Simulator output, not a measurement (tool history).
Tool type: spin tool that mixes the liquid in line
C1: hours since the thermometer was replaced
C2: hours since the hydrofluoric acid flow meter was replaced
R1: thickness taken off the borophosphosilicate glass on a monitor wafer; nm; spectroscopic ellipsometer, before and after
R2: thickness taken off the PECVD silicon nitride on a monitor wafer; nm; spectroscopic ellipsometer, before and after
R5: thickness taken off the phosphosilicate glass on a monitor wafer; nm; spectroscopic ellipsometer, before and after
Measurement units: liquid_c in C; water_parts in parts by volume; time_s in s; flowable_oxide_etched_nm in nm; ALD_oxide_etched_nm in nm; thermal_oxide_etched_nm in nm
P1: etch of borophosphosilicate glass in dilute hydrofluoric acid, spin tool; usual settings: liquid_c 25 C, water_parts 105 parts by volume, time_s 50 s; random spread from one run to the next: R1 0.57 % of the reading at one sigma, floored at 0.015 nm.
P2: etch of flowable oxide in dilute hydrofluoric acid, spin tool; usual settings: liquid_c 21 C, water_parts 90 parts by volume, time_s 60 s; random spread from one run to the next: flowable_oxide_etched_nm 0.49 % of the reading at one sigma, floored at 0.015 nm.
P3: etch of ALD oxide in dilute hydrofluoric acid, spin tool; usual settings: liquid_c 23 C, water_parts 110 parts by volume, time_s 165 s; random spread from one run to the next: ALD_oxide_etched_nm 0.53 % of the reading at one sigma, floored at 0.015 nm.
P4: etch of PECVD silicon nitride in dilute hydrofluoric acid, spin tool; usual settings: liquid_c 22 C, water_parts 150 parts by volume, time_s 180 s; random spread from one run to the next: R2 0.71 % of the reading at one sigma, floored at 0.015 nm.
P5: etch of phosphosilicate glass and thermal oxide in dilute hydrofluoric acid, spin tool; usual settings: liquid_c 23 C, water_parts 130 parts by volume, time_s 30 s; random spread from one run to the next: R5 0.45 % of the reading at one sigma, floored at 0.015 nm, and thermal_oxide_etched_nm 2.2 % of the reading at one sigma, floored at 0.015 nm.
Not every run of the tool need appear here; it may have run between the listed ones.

Run 1, hour 4.8: process P1, liquid_c 25 C, water_parts 105 parts by volume, time_s 50 s; C1 1094; C2 1235.8. Result: R1 28.009 nm.
Run 2, hour 13.4: process P4, liquid_c 22 C, water_parts 150 parts by volume, time_s 350 s; C1 1102.6; C2 1244.4. Result: R2 6.1711 nm.
Run 3, hour 19.6: process P2, liquid_c 17 C, water_parts 90 parts by volume, time_s 60 s; C1 1108.8; C2 1250.6. Result: flowable_oxide_etched_nm 29.669 nm.
Run 4, hour 23.9: process P3, liquid_c 28.5 C, water_parts 110 parts by volume, time_s 165 s; C1 1113.1; C2 1254.9. Result: ALD_oxide_etched_nm 35.29 nm.
Run 5, hour 32.5: process P1, liquid_c 25 C, water_parts 105 parts by volume, time_s 50 s; C1 1121.7; C2 1263.5. Result: R1 27.818 nm.
Run 6, hour 38: process P5, liquid_c 23 C, water_parts 130 parts by volume, time_s 30 s; C1 1127.2; C2 1269. Result: R5 37.408 nm, thermal_oxide_etched_nm 1.0119 nm.
Run 7, hour 42.7: process P1, liquid_c 29.5 C, water_parts 105 parts by volume, time_s 50 s; C1 1131.9; C2 1273.7. Result: R1 33.492 nm.
Run 8, hour 49.6: process P1, liquid_c 25 C, water_parts 105 parts by volume, time_s 15 s; C1 1138.8; C2 1280.6. Result: R1 8.3982 nm.
Run 9, hour 55.5: process P3, liquid_c 23 C, water_parts 110 parts by volume, time_s 165 s; C1 1144.7; C2 1286.5. Result: ALD_oxide_etched_nm 28.486 nm.
Run 10, hour 63.3: process P1, liquid_c 25 C, water_parts 145 parts by volume, time_s 50 s; C1 1152.5; C2 1294.3. Result: R1 19.403 nm.
Run 11, hour 72.5: process P1, liquid_c 20 C, water_parts 105 parts by volume, time_s 75 s; C1 1161.7; C2 1303.5. Result: R1 34.199 nm.
Run 12, hour 80.8: process P1, liquid_c 21 C, water_parts 45 parts by volume, time_s 50 s; C1 1170; C2 1311.8. Result: R1 59.782 nm.
Run 13, hour 89.4: process P3, liquid_c 23 C, water_parts 110 parts by volume, time_s 85 s; C1 1178.6; C2 1320.4. Result: ALD_oxide_etched_nm 14.834 nm.
Run 14, hour 95.4: process P4, liquid_c 22 C, water_parts 60 parts by volume, time_s 180 s; C1 1184.6; C2 1326.4. Result: R2 7.8306 nm.
Run 15, hour 102.2: process P1, liquid_c 25 C, water_parts 105 parts by volume, time_s 50 s; C1 1191.4; C2 1333.2. Result: R1 28.129 nm.
Run 16, hour 111.8: process P1, liquid_c 18 C, water_parts 105 parts by volume, time_s 50 s; C1 1201; C2 1342.8. Result: R1 20.833 nm.
Run 17, hour 116.2: process P2, liquid_c 21 C, water_parts 125 parts by volume, time_s 60 s; C1 1205.4; C2 1347.2. Result: flowable_oxide_etched_nm 24.272 nm.
Run 18, hour 120.4: process P1, liquid_c 25 C, water_parts 50 parts by volume, time_s 50 s; C1 1209.6; C2 1351.4. Result: R1 63.137 nm.
Run 19, hour 125.7: process P3, liquid_c 23 C, water_parts 40 parts by volume, time_s 165 s; C1 1214.9; C2 1356.7. Result: ALD_oxide_etched_nm 85.56 nm.
Run 20, hour 131.4: process P1, liquid_c 25 C, water_parts 160 parts by volume, time_s 15 s; C1 1220.6; C2 1362.4. Result: R1 5.1382 nm.
Run 21, hour 140.2: process P2, liquid_c 21 C, water_parts 90 parts by volume, time_s 60 s; C1 1229.4; C2 1371.2. Result: flowable_oxide_etched_nm 35.506 nm.
Run 22, hour 146.7: process P1, liquid_c 25 C, water_parts 105 parts by volume, time_s 50 s; C1 1235.9; C2 1377.7. Result: R1 28.111 nm.
Run 23, hour 151.9: process P4, liquid_c 22 C, water_parts 150 parts by volume, time_s 180 s; C1 1241.1; C2 1382.9. Result: R2 3.2201 nm.
Run 24, hour 161.1: process P5, liquid_c 23 C, water_parts 30 parts by volume, time_s 30 s; C1 1250.3; C2 1392.1. Result: R5 184.66 nm, thermal_oxide_etched_nm 4.7711 nm.
Run 25, hour 165.4: process P2, liquid_c 21 C, water_parts 90 parts by volume, time_s 60 s; C1 1254.6; C2 1396.4. Result: flowable_oxide_etched_nm 35.093 nm.
Run 26, hour 171.5: process P5, liquid_c 23 C, water_parts 130 parts by volume, time_s 30 s; C1 1260.7; C2 1402.5. Result: R5 37.53 nm, thermal_oxide_etched_nm 1.0421 nm.
Run 27, hour 179.2: process P3, liquid_c 23 C, water_parts 110 parts by volume, time_s 165 s; C1 1268.4; C2 1410.2. Result: ALD_oxide_etched_nm 28.526 nm.
Run 28, hour 183.8: process P2, liquid_c 21 C, water_parts 90 parts by volume, time_s 15 s; C1 1273; C2 1414.8. Result: flowable_oxide_etched_nm 8.812 nm.
Run 29, hour 188.4: process P5, liquid_c 19 C, water_parts 130 parts by volume, time_s 30 s; C1 1277.6; C2 1419.4. Result: R5 32.116 nm, thermal_oxide_etched_nm 0.82368 nm.
Run 30, hour 195.2: process P1, liquid_c 25 C, water_parts 105 parts by volume, time_s 50 s; C1 1284.4; C2 1426.2. Result: R1 27.776 nm.
Run 31, hour 200.1: process P5, liquid_c 23 C, water_parts 130 parts by volume, time_s 55 s; C1 1289.3; C2 1431.1. Result: R5 68.27 nm, thermal_oxide_etched_nm 1.8361 nm.
Run 32, hour 206.2: process P4, liquid_c 22 C, water_parts 150 parts by volume, time_s 180 s; C1 1295.4; C2 1437.2. Result: R2 3.1668 nm.
Run 33, hour 215.1: process P1, liquid_c 25 C, water_parts 105 parts by volume, time_s 50 s; C1 1304.3; C2 1446.1. Result: R1 28.403 nm.
Run 34, hour 220.8: process P1, liquid_c 25 C, water_parts 105 parts by volume, time_s 75 s; C1 1310; C2 1451.8. Result: R1 42.226 nm.
Run 35, hour 229.2: process P4, liquid_c 29.5 C, water_parts 150 parts by volume, time_s 180 s; C1 1318.4; C2 1460.2. Result: R2 5.1036 nm.
Run 36, hour 233.4: process P1, liquid_c 25 C, water_parts 105 parts by volume, time_s 50 s; C1 1322.6; C2 1464.4. Result: R1 27.952 nm.
Run 37, hour 242.4: process P1, liquid_c 25 C, water_parts 105 parts by volume, time_s 50 s; C1 1331.6; C2 1473.4. Result: R1 27.207 nm.
Run 38, hour 249.5: process P1, liquid_c 25 C, water_parts 105 parts by volume, time_s 50 s; C1 1338.7; C2 1480.5. Result: R1 27 nm.
Run 39, hour 254.3: process P1, liquid_c 25 C, water_parts 105 parts by volume, time_s 50 s; C1 1343.5; C2 1485.3. Result: R1 26.985 nm.
Run 40, hour 263.5: process P1, liquid_c 25 C, water_parts 105 parts by volume, time_s 50 s; C1 1352.7; C2 1494.5. Result: R1 26.576 nm.
Run 41, hour 271.3: process P1, liquid_c 25 C, water_parts 105 parts by volume, time_s 50 s; C1 1360.5; C2 1502.3. Result: R1 26.506 nm.
Run 42, hour 279: process P1, liquid_c 25 C, water_parts 105 parts by volume, time_s 50 s; C1 1368.2; C2 1510. Result: R1 26.351 nm.
Run 43, hour 287.2: process P1, liquid_c 25 C, water_parts 105 parts by volume, time_s 50 s; C1 1376.4; C2 1518.2. Result: R1 26.198 nm.
Run 44, hour 293: process P1, liquid_c 25 C, water_parts 105 parts by volume, time_s 50 s; C1 1382.2; C2 1524. Result: R1 26.44 nm.
Run 45, hour 301.5: process P1, liquid_c 25 C, water_parts 105 parts by volume, time_s 50 s; C1 1390.7; C2 1532.5. Result: R1 26.293 nm.
Run 46, hour 309.4: process P1, liquid_c 25 C, water_parts 105 parts by volume, time_s 50 s; C1 1398.6; C2 1540.4. Result: R1 26.103 nm.
Run 47, hour 316.6: process P1, liquid_c 25 C, water_parts 105 parts by volume, time_s 50 s; C1 1405.8; C2 1547.6. Result: R1 26.048 nm.

P1 no longer gives what it gave before; its output has crept away from where it was. The following 2 causes, each at its listed size, fit the log equally well:
A: liquid colder than its thermometer reads (K) = 1.75
B: hydrofluoric acid flow below the setpoint (%) = 5.88
Onset of the creep was near hour 233.4.

You are offered 4 check runs, listed below with question marks in place of their results; each one averages 2 wafers. Which run separates the listed causes by giving clearly different results for each?
Run check 1, hour 323.8: process P3, liquid_c 23 C, water_parts 110 parts by volume, time_s 165 s. Result: ALD_oxide_etched_nm ?.
Run check 2, hour 323.8: process P2, liquid_c 21 C, water_parts 90 parts by volume, time_s 60 s. Result: flowable_oxide_etched_nm ?.
Run check 3, hour 323.8: process P4, liquid_c 22 C, water_parts 150 parts by volume, time_s 180 s. Result: R2 ?.
Run check 4, hour 323.8: process P5, liquid_c 23 C, water_parts 130 parts by volume, time_s 30 s. Result: R5 ?, thermal_oxide_etched_nm ?.

What every check run would give for each of its results, assuming each possible cause in turn:
  check                    result     if A     if B
check 1       ALD_oxide_etched_nm   26.624   26.661
check 2  flowable_oxide_etched_nm   32.729   32.899
check 3                        R2   2.8179   2.9811
check 4                        R5   34.982   34.955
check 4   thermal_oxide_etched_nm  0.93622  0.93551
Gap, in per cent, between the two causes that each check separates least, read from the result that separates them most: check 1 0.14 %; check 2 0.52 %; check 3 5.63 %; check 4 0.08 %
Only check 3 tells the causes apart: in the others they would give nearly the same result.

Running check 3 produced the following: R2 2.796 nm. Which one of the listed causes fits?

It is A: liquid colder than its thermometer reads (K).

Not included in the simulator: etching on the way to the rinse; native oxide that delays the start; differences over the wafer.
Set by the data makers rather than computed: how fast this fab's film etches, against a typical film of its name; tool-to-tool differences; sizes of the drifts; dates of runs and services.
